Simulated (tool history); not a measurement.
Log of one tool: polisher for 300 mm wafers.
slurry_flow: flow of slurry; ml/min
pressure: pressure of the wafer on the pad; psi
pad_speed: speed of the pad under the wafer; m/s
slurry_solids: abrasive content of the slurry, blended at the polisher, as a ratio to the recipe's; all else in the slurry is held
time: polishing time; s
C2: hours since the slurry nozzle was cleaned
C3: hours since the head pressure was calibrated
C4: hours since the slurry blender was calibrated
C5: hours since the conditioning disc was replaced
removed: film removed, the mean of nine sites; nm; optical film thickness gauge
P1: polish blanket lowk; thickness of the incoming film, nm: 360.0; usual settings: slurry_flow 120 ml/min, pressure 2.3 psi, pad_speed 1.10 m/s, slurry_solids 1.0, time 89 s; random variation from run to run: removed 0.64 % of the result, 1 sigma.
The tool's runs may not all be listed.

{"run": 1, "hour": 14.0, "slurry_flow": 120, "pressure": 2.3, "pad_speed": 1.1, "slurry_solids": 1.0, "time": 89, "wafers polished on this pad": 629, "C2": 545.2, "C3": 425.2, "C4": 158.1, "C5": 219.1, "removed": 55.525}
{"run": 2, "hour": 29.9, "slurry_flow": 120, "pressure": 2.3, "pad_speed": 0.52, "slurry_solids": 1.0, "time": 128, "wafers polished on this pad": 824, "C2": 561.1, "C3": 441.1, "C4": 174.0, "C5": 235.0, "removed": 43.842}
{"run": 3, "hour": 43.4, "slurry_flow": 120, "pressure": 2.3, "pad_speed": 1.1, "slurry_solids": 1.0, "time": 89, "wafers polished on this pad": 991, "C2": 574.6, "C3": 454.6, "C4": 187.5, "C5": 248.5, "removed": 55.816}
{"run": 4, "hour": 51.2, "slurry_flow": 120, "pressure": 2.3, "pad_speed": 1.1, "slurry_solids": 1.4, "time": 89, "wafers polished on this pad": 1087, "C2": 582.4, "C3": 462.4, "C4": 195.3, "C5": 256.3, "removed": 63.809}
{"run": 5, "hour": 67.1, "slurry_flow": 185, "pressure": 2.3, "pad_speed": 1.1, "slurry_solids": 1.0, "time": 89, "wafers polished on this pad": 1283, "C2": 598.3, "C3": 478.3, "C4": 211.2, "C5": 272.2, "removed": 60.192}
{"run": 6, "hour": 78.7, "slurry_flow": 120, "pressure": 2.3, "pad_speed": 0.66, "slurry_solids": 1.0, "time": 89, "wafers polished on this pad": 1426, "C2": 609.9, "C3": 489.9, "C4": 222.8, "C5": 283.8, "removed": 37.3}
{"run": 7, "hour": 87.4, "slurry_flow": 120, "pressure": 2.3, "pad_speed": 1.1, "slurry_solids": 0.5, "time": 89, "wafers polished on this pad": 1533, "C2": 618.6, "C3": 498.6, "C4": 231.5, "C5": 292.5, "removed": 38.417}
{"run": 8, "hour": 102.2, "slurry_flow": 120, "pressure": 2.3, "pad_speed": 1.46, "slurry_solids": 1.0, "time": 89, "wafers polished on this pad": 1715, "C2": 633.4, "C3": 513.4, "C4": 246.3, "C5": 307.3, "removed": 69.149}
{"run": 9, "hour": 110.1, "slurry_flow": 120, "pressure": 1.1, "pad_speed": 1.1, "slurry_solids": 1.0, "time": 89, "wafers polished on this pad": 1812, "C2": 641.3, "C3": 521.3, "C4": 254.2, "C5": 315.2, "removed": 26.51}
{"run": 10, "hour": 118.4, "slurry_flow": 75, "pressure": 2.3, "pad_speed": 0.84, "slurry_solids": 1.0, "time": 89, "wafers polished on this pad": 1915, "C2": 649.6, "C3": 529.6, "C4": 262.5, "C5": 323.5, "removed": 39.942}
{"run": 11, "hour": 127.2, "slurry_flow": 120, "pressure": 2.3, "pad_speed": 1.1, "slurry_solids": 1.0, "time": 89, "wafers polished on this pad": 2023, "C2": 658.4, "C3": 538.4, "C4": 271.3, "C5": 332.3, "removed": 55.009}
{"hour": 130.2, "done": "slurry nozzle cleaned"}
{"hour": 135.7, "done": "slurry blender recalibrated"}
{"run": 12, "hour": 139.2, "slurry_flow": 120, "pressure": 2.3, "pad_speed": 1.1, "slurry_solids": 1.0, "time": 89, "wafers polished on this pad": 2171, "C2": 9.0, "C3": 550.4, "C4": 3.5, "C5": 344.3, "removed": 55.921}
{"run": 13, "hour": 148.9, "slurry_flow": 120, "pressure": 2.3, "pad_speed": 1.1, "slurry_solids": 1.0, "time": 66, "wafers polished on this pad": 2290, "C2": 18.7, "C3": 560.1, "C4": 13.2, "C5": 354.0, "removed": 41.599}
{"run": 14, "hour": 161.0, "slurry_flow": 75, "pressure": 2.3, "pad_speed": 1.1, "slurry_solids": 1.0, "time": 89, "wafers polished on this pad": 2439, "C2": 30.8, "C3": 572.2, "C4": 25.3, "C5": 366.1, "removed": 49.118}
{"run": 15, "hour": 173.8, "slurry_flow": 120, "pressure": 2.3, "pad_speed": 1.1, "slurry_solids": 1.0, "time": 137, "wafers polished on this pad": 2597, "C2": 43.6, "C3": 585.0, "C4": 38.1, "C5": 378.9, "removed": 85.086}
{"run": 16, "hour": 186.5, "slurry_flow": 120, "pressure": 2.9, "pad_speed": 1.1, "slurry_solids": 1.0, "time": 89, "wafers polished on this pad": 2754, "C2": 56.3, "C3": 597.7, "C4": 50.8, "C5": 391.6, "removed": 70.286}
{"run": 17, "hour": 201.7, "slurry_flow": 120, "pressure": 2.3, "pad_speed": 1.1, "slurry_solids": 1.0, "time": 89, "wafers polished on this pad": 2941, "C2": 71.5, "C3": 612.9, "C4": 66.0, "C5": 406.8, "removed": 55.211}
{"run": 18, "hour": 218.2, "slurry_flow": 120, "pressure": 2.3, "pad_speed": 1.1, "slurry_solids": 1.0, "time": 89, "wafers polished on this pad": 3144, "C2": 88.0, "C3": 629.4, "C4": 82.5, "C5": 423.3, "removed": 53.281}

Forecast run 19:
{"run": 19, "hour": 231.4, "slurry_flow": 120, "pressure": 2.3, "pad_speed": 1.1, "slurry_solids": 1.0, "time": 89, "wafers polished on this pad": 3307, "C2": 101.2, "C3": 642.6, "C4": 95.7, "C5": 436.5, "removed": "?"}

removed: 52.760 nm
